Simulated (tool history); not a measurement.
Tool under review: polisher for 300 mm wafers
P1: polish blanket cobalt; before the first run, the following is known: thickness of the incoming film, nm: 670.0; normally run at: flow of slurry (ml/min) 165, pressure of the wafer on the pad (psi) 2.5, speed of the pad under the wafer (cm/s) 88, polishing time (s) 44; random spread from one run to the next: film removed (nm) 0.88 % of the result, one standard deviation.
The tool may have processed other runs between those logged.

| run | day | flow of slurry (ml/min) | pressure of the wafer on the pad (psi) | speed of the pad under the wafer (cm/s) | polishing time (s) | film removed (nm) |
|---|---|---|---|---|---|---|
| 1 | 0.271 | 165 | 2.5 | 88 | 44 | 251.14 |
| 2 | 0.558 | 165 | 2.5 | 88 | 21 | 118.26 |
| 3 | 0.896 | 165 | 2.5 | 88 | 60 | 339.03 |
| 4 | 1.104 | 105 | 2.5 | 88 | 44 | 224.44 |
| 5 | 1.442 | 165 | 1.3 | 134 | 44 | 192.85 |
| 6 | 1.667 | 165 | 1.2 | 88 | 44 | 118.18 |
| 7 | 1.829 | 235 | 2.5 | 88 | 44 | 260.99 |
| 8 | 2.129 | 165 | 2.5 | 88 | 44 | 250.82 |
| 9 | 2.421 | 165 | 3.6 | 88 | 44 | 355.56 |
| 10 | 2.775 | 165 | 2.5 | 88 | 44 | 248.85 |
| 11 | 3.096 | 165 | 2.5 | 62 | 44 | 176.97 |
| 12 | 3.362 | 165 | 2.5 | 88 | 44 | 250.22 |
| 13 | 3.592 | 165 | 2.5 | 136 | 44 | 386.15 |
| 14 | 3.875 | 165 | 2.5 | 88 | 44 | 246.19 |
| 15 | 4.062 | 165 | 2.5 | 88 | 44 | 250.29 |
| 16 | 4.338 | 165 | 2.5 | 88 | 44 | 237.56 |
| 17 | 4.629 | 165 | 2.5 | 88 | 44 | 232.72 |
| 18 | 4.8 | 165 | 2.5 | 88 | 44 | 232.2 |
| 19 | 5.088 | 165 | 2.5 | 88 | 44 | 229.81 |
|  | 5.112 | worn pad replaced by a new one |
| 20 | 5.262 | 165 | 2.5 | 88 | 44 | 226.27 |
| 21 | 5.504 | 165 | 2.5 | 88 | 44 | 226.14 |
| 22 | 5.662 | 165 | 2.5 | 88 | 44 | 228.55 |

P1 no longer gives what it gave before; its output has crept away from where it was. The following 2 causes, each at its listed size, fit the log equally well:
A: slurry flow missing at the pad, % = 38.1
B: head's pressure below its setpoint, % = 9.1
The creep began at about day 4.062.
All other causes, with the reason each is excluded:
removal rate lost through wear of the pad, %: its service at day 5.112 followed the start of the drift and did not put the process back to its old value

Which of the check runs below tells the causes apart, meaning the causes would give it clearly different results? Each run uses 5 wafers whose results are averaged, and each result is shown as a question mark.
| check 1 | 5.821 | 165 | 1.4 | 88 | 44 | ? |
| check 2 | 5.821 | 165 | 2.5 | 126 | 33 | ? |
| check 3 | 5.821 | 120 | 2.5 | 88 | 28 | ? |
| check 4 | 5.821 | 165 | 1.3 | 132 | 44 | ? |

What each check would give under each cause:
| check | result | if A | if B |
|---|---|---|---|
| check 1 | film removed (nm) | 126.45 | 126.47 |
| check 2 | film removed (nm) | 242.48 | 242.53 |
| check 3 | film removed (nm) | 131.31 | 135.52 |
| check 4 | film removed (nm) | 176.13 | 176.16 |
How far apart the two closest causes lie, in the result that separates them most: check 1 0.02 %; check 2 0.02 %; check 3 3.15 %; check 4 0.02 %
Check 3 distinguishes between the causes, while the remaining checks would return nearly the same result for all of them.

Running check 3 produced the following: film removed (nm) 131.46. Which one of the listed causes fits?

The correct cause is A, namely: slurry flow missing at the pad, %.
